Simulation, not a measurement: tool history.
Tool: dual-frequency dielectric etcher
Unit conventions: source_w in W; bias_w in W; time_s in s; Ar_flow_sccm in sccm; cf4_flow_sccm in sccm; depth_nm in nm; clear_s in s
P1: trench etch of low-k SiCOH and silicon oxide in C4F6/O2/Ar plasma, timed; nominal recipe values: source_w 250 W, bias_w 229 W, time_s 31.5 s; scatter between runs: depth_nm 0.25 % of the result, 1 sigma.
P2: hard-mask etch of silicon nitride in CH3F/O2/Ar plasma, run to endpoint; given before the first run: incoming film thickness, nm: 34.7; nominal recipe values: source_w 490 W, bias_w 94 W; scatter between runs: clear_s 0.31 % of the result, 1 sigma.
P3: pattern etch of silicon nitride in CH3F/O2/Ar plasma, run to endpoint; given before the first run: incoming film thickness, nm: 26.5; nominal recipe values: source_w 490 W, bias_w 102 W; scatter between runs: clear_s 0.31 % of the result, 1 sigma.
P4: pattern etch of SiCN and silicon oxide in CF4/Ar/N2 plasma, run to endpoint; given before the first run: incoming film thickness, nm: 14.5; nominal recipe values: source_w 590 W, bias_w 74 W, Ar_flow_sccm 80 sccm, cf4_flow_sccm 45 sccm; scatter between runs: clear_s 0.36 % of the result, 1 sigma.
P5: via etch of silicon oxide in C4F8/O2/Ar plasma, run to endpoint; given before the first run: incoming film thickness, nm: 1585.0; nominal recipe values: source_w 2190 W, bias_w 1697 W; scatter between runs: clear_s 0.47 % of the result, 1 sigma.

Run 1, day 0.492: process P1, source_w 250 W, bias_w 229 W, time_s 31.5 s. Result: depth_nm 89.558 nm.
Run 2, day 0.892: process P1, source_w 250 W, bias_w 229 W, time_s 31.5 s. Result: depth_nm 89.422 nm.
Run 3, day 1.329: process P1, source_w 250 W, bias_w 304 W, time_s 31.5 s. Result: depth_nm 99.162 nm.
Run 4, day 2.096: process P2, source_w 490 W, bias_w 130 W. Result: clear_s 38.177 s.
Run 5, day 2.871: process P4, source_w 590 W, bias_w 74 W, Ar_flow_sccm 80 sccm, cf4_flow_sccm 59 sccm. Result: clear_s 13.314 s.
Run 6, day 3.371: process P5, source_w 2190 W, bias_w 1697 W. Result: clear_s 317.37 s.
Run 7, day 4.117: process P3, source_w 490 W, bias_w 60 W. Result: clear_s 39.296 s.
Run 8, day 4.754: process P4, source_w 740 W, bias_w 74 W, Ar_flow_sccm 80 sccm, cf4_flow_sccm 45 sccm. Result: clear_s 11.452 s.
Run 9, day 5.562: process P1, source_w 250 W, bias_w 229 W, time_s 40 s. Result: depth_nm 113.31 nm.
Run 10, day 6.067: process P4, source_w 590 W, bias_w 74 W, Ar_flow_sccm 95 sccm, cf4_flow_sccm 45 sccm. Result: clear_s 14.348 s.
Run 11, day 6.654: process P1, source_w 170 W, bias_w 188 W, time_s 31.5 s. Result: depth_nm 72.24 nm.
Run 12, day 7.125: process P3, source_w 490 W, bias_w 102 W. Result: clear_s 32.831 s.
At day 7.267: source power generator calibrated.
Run 13, day 7.812: process P5, source_w 2190 W, bias_w 2295 W. Result: clear_s 289.26 s.
Run 14, day 8.292: process P1, source_w 250 W, bias_w 229 W, time_s 31.5 s. Result: depth_nm 89.771 nm.
Run 15, day 8.917: process P2, source_w 490 W, bias_w 94 W. Result: clear_s 43.076 s.
Run 16, day 9.562: process P1, source_w 320 W, bias_w 271 W, time_s 31.5 s. Result: depth_nm 104.28 nm.
Run 17, day 10.05: process P1, source_w 250 W, bias_w 291 W, time_s 20.5 s. Result: depth_nm 63.372 nm.
Run 18, day 10.842: process P3, source_w 490 W, bias_w 102 W. Result: clear_s 32.894 s.
Run 19, day 11.342: process P4, source_w 590 W, bias_w 60 W, Ar_flow_sccm 80 sccm, cf4_flow_sccm 45 sccm. Result: clear_s 14.929 s.
Run 20, day 11.775: process P1, source_w 250 W, bias_w 229 W, time_s 31.5 s. Result: depth_nm 89.46 nm.
Run 21, day 12.412: process P1, source_w 250 W, bias_w 229 W, time_s 17.5 s. Result: depth_nm 49.83 nm.
Run 22, day 12.821: process P1, source_w 200 W, bias_w 229 W, time_s 31.5 s. Result: depth_nm 82.361 nm.
Run 23, day 13.246: process P1, source_w 250 W, bias_w 229 W, time_s 31.5 s. Result: depth_nm 89.544 nm.
Run 24, day 14.012: process P5, source_w 1670 W, bias_w 1697 W. Result: clear_s 351.26 s.
Run 25, day 14.662: process P2, source_w 670 W, bias_w 94 W. Result: clear_s 38.485 s.
Run 26, day 15.158: process P4, source_w 590 W, bias_w 74 W, Ar_flow_sccm 80 sccm, cf4_flow_sccm 45 sccm. Result: clear_s 13.942 s.
Run 27, day 15.629: process P1, source_w 300 W, bias_w 229 W, time_s 31.5 s. Result: depth_nm 95.92 nm.
Run 28, day 16.417: process P1, source_w 250 W, bias_w 156 W, time_s 31.5 s. Result: depth_nm 78.925 nm.
Run 29, day 16.846: process P3, source_w 670 W, bias_w 102 W. Result: clear_s 29.207 s.
Run 30, day 17.421: process P1, source_w 250 W, bias_w 229 W, time_s 31.5 s. Result: depth_nm 90.01 nm.
Run 31, day 17.808: process P1, source_w 250 W, bias_w 229 W, time_s 31.5 s. Result: depth_nm 89.814 nm.
Run 32, day 18.438: process P1, source_w 250 W, bias_w 229 W, time_s 31.5 s. Result: depth_nm 90.242 nm.
Run 33, day 19.208: process P1, source_w 250 W, bias_w 229 W, time_s 31.5 s. Result: depth_nm 90.93 nm.
Run 34, day 19.596: process P1, source_w 250 W, bias_w 229 W, time_s 31.5 s. Result: depth_nm 91.12 nm.
At day 19.667: wet clean of the chamber.
Run 35, day 20.05: process P1, source_w 250 W, bias_w 229 W, time_s 31.5 s. Result: depth_nm 90.779 nm.
Run 36, day 20.475: process P1, source_w 250 W, bias_w 229 W, time_s 31.5 s. Result: depth_nm 91.081 nm.
Run 37, day 20.983: process P1, source_w 250 W, bias_w 229 W, time_s 31.5 s. Result: depth_nm 90.988 nm.

What P1 gives has crept away from where it was. These 2 causes fit the log equally well, each at the size given:
A: bias power that arrives over what is set, % = 4.59
B: source power that arrives over what is set, % = 4.13
At approximately day 17.421, the process output began to creep.
Each remaining cause and why it is not a fit:
chamber walls in a state that raises the etch rate, %: work on it at day 19.667, done after the drift set in, did not restore what the process gave before

Below are 4 check runs, each averaged over 2 wafers, with their results shown as question marks. Which of them would give clearly different results depending on which cause is behind the drift?
Run check 1, day 21.492: process P4, source_w 590 W, bias_w 74 W, Ar_flow_sccm 80 sccm, cf4_flow_sccm 59 sccm. Result: clear_s ?.
Run check 2, day 21.492: process P2, source_w 490 W, bias_w 127 W. Result: clear_s ?.
Run check 3, day 21.492: process P3, source_w 670 W, bias_w 61 W. Result: clear_s ?.
Run check 4, day 21.492: process P5, source_w 2190 W, bias_w 2127 W. Result: clear_s ?.

If the cause were each of the candidates in turn, the checks would give the following:
  check   result    if A    if B
check 1  clear_s  13.175  12.902
check 2  clear_s  37.901  37.981
check 3  clear_s  34.227  34.175
check 4  clear_s  292.43   291.5
Minimum pairwise separation of causes per check, each pair taken at its best-separating result: check 1 2.09 %; check 2 0.21 %; check 3 0.15 %; check 4 0.32 %
Of the check runs offered, only check 1 discriminates between the causes; the rest would read about the same regardless of which cause applies.

Running check 1 produced the following: clear_s 13.177 s. Which one of the listed causes fits?

Of the candidate causes, it is A: bias power that arrives over what is set, %.
